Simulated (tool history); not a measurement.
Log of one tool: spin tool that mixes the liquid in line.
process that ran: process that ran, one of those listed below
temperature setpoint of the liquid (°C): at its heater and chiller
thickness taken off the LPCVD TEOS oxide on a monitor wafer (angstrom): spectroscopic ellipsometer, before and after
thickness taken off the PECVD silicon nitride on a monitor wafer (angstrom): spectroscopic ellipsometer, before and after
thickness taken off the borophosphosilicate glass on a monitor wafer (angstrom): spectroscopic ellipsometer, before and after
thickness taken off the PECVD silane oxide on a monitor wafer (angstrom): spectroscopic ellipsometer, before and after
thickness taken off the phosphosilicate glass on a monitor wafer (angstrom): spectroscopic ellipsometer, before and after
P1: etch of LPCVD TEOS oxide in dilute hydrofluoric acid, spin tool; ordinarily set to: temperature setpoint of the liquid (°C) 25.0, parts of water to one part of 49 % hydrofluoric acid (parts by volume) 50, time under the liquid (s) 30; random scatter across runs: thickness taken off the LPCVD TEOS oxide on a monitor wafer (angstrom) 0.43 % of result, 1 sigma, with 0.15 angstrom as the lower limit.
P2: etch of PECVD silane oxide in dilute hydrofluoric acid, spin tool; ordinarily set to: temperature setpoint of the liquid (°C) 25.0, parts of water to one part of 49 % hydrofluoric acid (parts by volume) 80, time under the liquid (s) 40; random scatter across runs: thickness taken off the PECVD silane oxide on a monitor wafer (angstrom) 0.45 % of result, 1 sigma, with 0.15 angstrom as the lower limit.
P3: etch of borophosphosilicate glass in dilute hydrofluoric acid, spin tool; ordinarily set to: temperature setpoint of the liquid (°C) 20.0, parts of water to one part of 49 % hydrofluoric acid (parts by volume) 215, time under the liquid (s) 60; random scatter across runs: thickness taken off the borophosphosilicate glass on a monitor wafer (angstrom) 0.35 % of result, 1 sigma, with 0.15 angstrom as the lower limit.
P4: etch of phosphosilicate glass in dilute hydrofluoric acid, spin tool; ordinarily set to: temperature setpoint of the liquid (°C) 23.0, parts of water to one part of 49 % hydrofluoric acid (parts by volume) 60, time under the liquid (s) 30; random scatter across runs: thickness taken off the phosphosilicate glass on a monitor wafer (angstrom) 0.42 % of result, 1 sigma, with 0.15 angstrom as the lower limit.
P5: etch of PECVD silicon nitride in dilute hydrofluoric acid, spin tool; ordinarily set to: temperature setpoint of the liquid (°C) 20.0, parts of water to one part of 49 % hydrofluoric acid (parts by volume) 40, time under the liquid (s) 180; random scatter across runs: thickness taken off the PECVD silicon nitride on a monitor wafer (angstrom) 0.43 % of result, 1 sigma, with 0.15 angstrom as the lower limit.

| run | day | process that ran | temperature setpoint of the liquid (°C) | parts of water to one part of 49 % hydrofluoric acid (parts by volume) | time under the liquid (s) | hours since the thermometer was replaced | hours since the hydrofluoric acid flow meter was replaced | thickness taken off the LPCVD TEOS oxide on a monitor wafer (angstrom) | thickness taken off the PECVD silicon nitride on a monitor wafer (angstrom) | thickness taken off the borophosphosilicate glass on a monitor wafer (angstrom) | thickness taken off the PECVD silane oxide on a monitor wafer (angstrom) | thickness taken off the phosphosilicate glass on a monitor wafer (angstrom) |
|---|---|---|---|---|---|---|---|---|---|---|---|---|
| 1 | 0.167 | P1 | 25.0 | 50 | 30 | 735.1 | 150.6 | 171.790 |  |  |  |  |
| 2 | 0.321 | P1 | 25.0 | 20 | 30 | 738.8 | 154.3 | 447.570 |  |  |  |  |
| 3 | 0.521 | P5 | 20.0 | 40 | 180 | 743.6 | 159.1 |  | 56.300 |  |  |  |
| 4 | 0.675 | P1 | 25.0 | 50 | 30 | 747.3 | 162.8 | 172.700 |  |  |  |  |
| 5 | 0.888 | P1 | 25.0 | 75 | 30 | 752.4 | 167.9 | 110.160 |  |  |  |  |
| 6 | 1.046 | P1 | 18.5 | 50 | 15 | 756.2 | 171.7 | 65.770 |  |  |  |  |
| 7 | 1.308 | P3 | 27.0 | 215 | 60 | 762.5 | 178.0 |  |  | 131.24 |  |  |
| 8 | 1.496 | P1 | 33.0 | 50 | 30 | 767.0 | 182.5 | 237.090 |  |  |  |  |
| 9 | 1.729 | P1 | 17.0 | 50 | 30 | 772.6 | 188.1 | 122.280 |  |  |  |  |
| 10 | 2.025 | P2 | 25.0 | 125 | 40 | 779.7 | 195.2 |  |  |  | 150.78 |  |
| 11 | 2.221 | P1 | 25.0 | 50 | 15 | 784.4 | 199.9 | 86.195 |  |  |  |  |
| 12 | 2.521 | P3 | 20.0 | 215 | 60 | 791.6 | 207.1 |  |  | 100.59 |  |  |
| 13 | 2.758 | P2 | 17.0 | 80 | 40 | 797.3 | 212.8 |  |  |  | 178.76 |  |
| 14 | 3.012 | P4 | 23.0 | 60 | 15 | 803.4 | 218.9 |  |  |  |  | 244.28 |
|  | 3.100 | hydrofluoric acid flow meter replaced |
| 15 | 3.229 | P4 | 27.5 | 60 | 30 | 808.6 | 3.2 |  |  |  |  | 582.83 |
| 16 | 3.396 | P5 | 20.0 | 75 | 180 | 812.6 | 7.2 |  | 30.097 |  |  |  |
| 17 | 3.688 | P4 | 23.0 | 60 | 30 | 819.6 | 14.2 |  |  |  |  | 486.60 |
| 18 | 3.829 | P1 | 25.0 | 50 | 30 | 823.0 | 17.6 | 171.200 |  |  |  |  |
| 19 | 4.062 | P1 | 25.0 | 50 | 30 | 828.6 | 23.2 | 171.090 |  |  |  |  |
| 20 | 4.204 | P2 | 25.0 | 80 | 40 | 832.0 | 26.6 |  |  |  | 246.88 |  |
| 21 | 4.367 | P3 | 20.0 | 75 | 60 | 835.9 | 30.5 |  |  | 334.76 |  |  |
| 22 | 4.592 | P1 | 25.0 | 50 | 60 | 841.3 | 35.9 | 343.340 |  |  |  |  |
| 23 | 4.775 | P1 | 28.0 | 30 | 30 | 845.7 | 40.3 | 334.170 |  |  |  |  |
| 24 | 5.038 | P5 | 28.0 | 40 | 180 | 852.0 | 46.6 |  | 96.520 |  |  |  |
| 25 | 5.233 | P4 | 23.0 | 60 | 30 | 856.7 | 51.3 |  |  |  |  | 486.75 |
| 26 | 5.467 | P2 | 25.0 | 80 | 70 | 862.3 | 56.9 |  |  |  | 434.11 |  |
| 27 | 5.662 | P3 | 20.0 | 215 | 100 | 867.0 | 61.6 |  |  | 167.88 |  |  |
| 28 | 5.908 | P1 | 25.0 | 20 | 45 | 872.9 | 67.5 | 672.220 |  |  |  |  |
| 29 | 6.138 | P1 | 25.0 | 50 | 30 | 878.4 | 73.0 | 171.490 |  |  |  |  |
| 30 | 6.375 | P5 | 20.0 | 40 | 180 | 884.1 | 78.7 |  | 56.486 |  |  |  |
| 31 | 6.654 | P5 | 20.0 | 40 | 335 | 890.8 | 85.4 |  | 104.500 |  |  |  |
| 32 | 6.954 | P2 | 25.0 | 80 | 40 | 898.0 | 92.6 |  |  |  | 247.05 |  |
| 33 | 7.092 | P4 | 23.0 | 110 | 30 | 901.3 | 95.9 |  |  |  |  | 250.69 |
| 34 | 7.379 | P1 | 25.0 | 50 | 30 | 908.2 | 102.8 | 171.590 |  |  |  |  |
| 35 | 7.621 | P1 | 25.0 | 50 | 30 | 914.0 | 108.6 | 177.730 |  |  |  |  |
| 36 | 7.871 | P1 | 25.0 | 50 | 30 | 920.0 | 114.6 | 182.520 |  |  |  |  |
| 37 | 8.012 | P1 | 25.0 | 50 | 30 | 923.4 | 118.0 | 182.470 |  |  |  |  |
| 38 | 8.175 | P1 | 25.0 | 50 | 30 | 927.3 | 121.9 | 183.080 |  |  |  |  |
| 39 | 8.354 | P1 | 25.0 | 50 | 30 | 931.6 | 126.2 | 185.010 |  |  |  |  |
| 40 | 8.583 | P1 | 25.0 | 50 | 30 | 937.1 | 131.7 | 186.980 |  |  |  |  |
| 41 | 8.875 | P1 | 25.0 | 50 | 30 | 944.1 | 138.7 | 188.150 |  |  |  |  |
| 42 | 9.092 | P1 | 25.0 | 50 | 30 | 949.3 | 143.9 | 187.580 |  |  |  |  |
| 43 | 9.312 | P1 | 25.0 | 50 | 30 | 954.6 | 149.2 | 187.190 |  |  |  |  |
| 44 | 9.442 | P1 | 25.0 | 50 | 30 | 957.7 | 152.3 | 188.760 |  |  |  |  |
| 45 | 9.662 | P1 | 25.0 | 50 | 30 | 963.0 | 157.6 | 188.340 |  |  |  |  |

P1 has crept away from where it was. The log is fitted equally well by each of these 2 causes, at the sizes shown:
A: liquid hotter than its thermometer reads (K) = 2.28
B: hydrofluoric acid flow above the setpoint (%) = 9.02
Onset of the creep was near day 7.379.

Below are 4 check runs, each on a single wafer, with their results shown as question marks. Which of them would tell the listed causes apart, meaning the causes would give clearly different results under it?
| check 1 | 9.883 | P5 | 23.0 | 40 | 180 |  |  |  | ? |  |  |  |
| check 2 | 9.883 | P3 | 20.0 | 130 | 60 |  |  |  |  | ? |  |  |
| check 3 | 9.883 | P4 | 23.0 | 110 | 15 |  |  |  |  |  |  | ? |
| check 4 | 9.883 | P2 | 17.0 | 120 | 40 |  |  |  |  |  | ? |  |

If the cause were each of the candidates in turn, the checks would give the following:
| check | result | if A | if B |
|---|---|---|---|
| check 1 | thickness taken off the PECVD silicon nitride on a monitor wafer (angstrom) | 80.643 | 75.160 |
| check 2 | thickness taken off the borophosphosilicate glass on a monitor wafer (angstrom) | 199.17 | 200.59 |
| check 3 | thickness taken off the phosphosilicate glass on a monitor wafer (angstrom) | 136.56 | 137.60 |
| check 4 | thickness taken off the PECVD silane oxide on a monitor wafer (angstrom) | 124.83 | 125.13 |
Per check, the gap between the least separated pair of causes, taken in the result that splits them most: check 1 7.04 %; check 2 0.71 %; check 3 0.76 %; check 4 0.24 %
Of the check runs offered, only check 1 discriminates between the causes; the rest would read about the same regardless of which cause applies.

Check 1 has now been run. It gave: thickness taken off the PECVD silicon nitride on a monitor wafer (angstrom) 75.204. Which of the candidate causes is it?

Of the candidate causes, it is B: hydrofluoric acid flow above the setpoint (%).
